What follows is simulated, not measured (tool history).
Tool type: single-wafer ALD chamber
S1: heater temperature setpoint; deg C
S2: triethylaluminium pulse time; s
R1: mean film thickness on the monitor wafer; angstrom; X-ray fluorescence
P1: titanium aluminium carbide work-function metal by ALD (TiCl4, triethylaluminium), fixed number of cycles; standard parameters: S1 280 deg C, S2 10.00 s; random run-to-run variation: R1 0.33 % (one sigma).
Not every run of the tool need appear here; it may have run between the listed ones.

run 1 hour=12.2 | S1=280 S2=10.00 | R1=18.625
run 2 hour=20.8 | S1=304 S2=10.00 | R1=20.612
run 3 hour=29.9 | S1=256 S2=10.00 | R1=16.510
run 4 hour=37.6 | S1=280 S2=10.00 | R1=18.571
run 5 hour=45.0 | S1=280 S2=4.84 | R1=15.636
run 6 hour=55.4 | S1=280 S2=10.00 | R1=18.592
run 7 hour=64.9 | S1=280 S2=16.10 | R1=19.223
run 8 hour=74.3 | S1=263 S2=3.95 | R1=13.100
run 9 hour=81.3 | S1=280 S2=10.00 | R1=18.574
run 10 hour=93.2 | S1=280 S2=10.00 | R1=18.697
run 11 hour=105.6 | S1=280 S2=10.00 | R1=18.316
run 12 hour=116.6 | S1=280 S2=10.00 | R1=18.344
run 13 hour=127.8 | S1=280 S2=10.00 | R1=18.357

What will run 14 give?
run 14 hour=139.1 | S1=280 S2=10.00 | R1=?

For run 14 the tool returned R1 18.332 angstrom.

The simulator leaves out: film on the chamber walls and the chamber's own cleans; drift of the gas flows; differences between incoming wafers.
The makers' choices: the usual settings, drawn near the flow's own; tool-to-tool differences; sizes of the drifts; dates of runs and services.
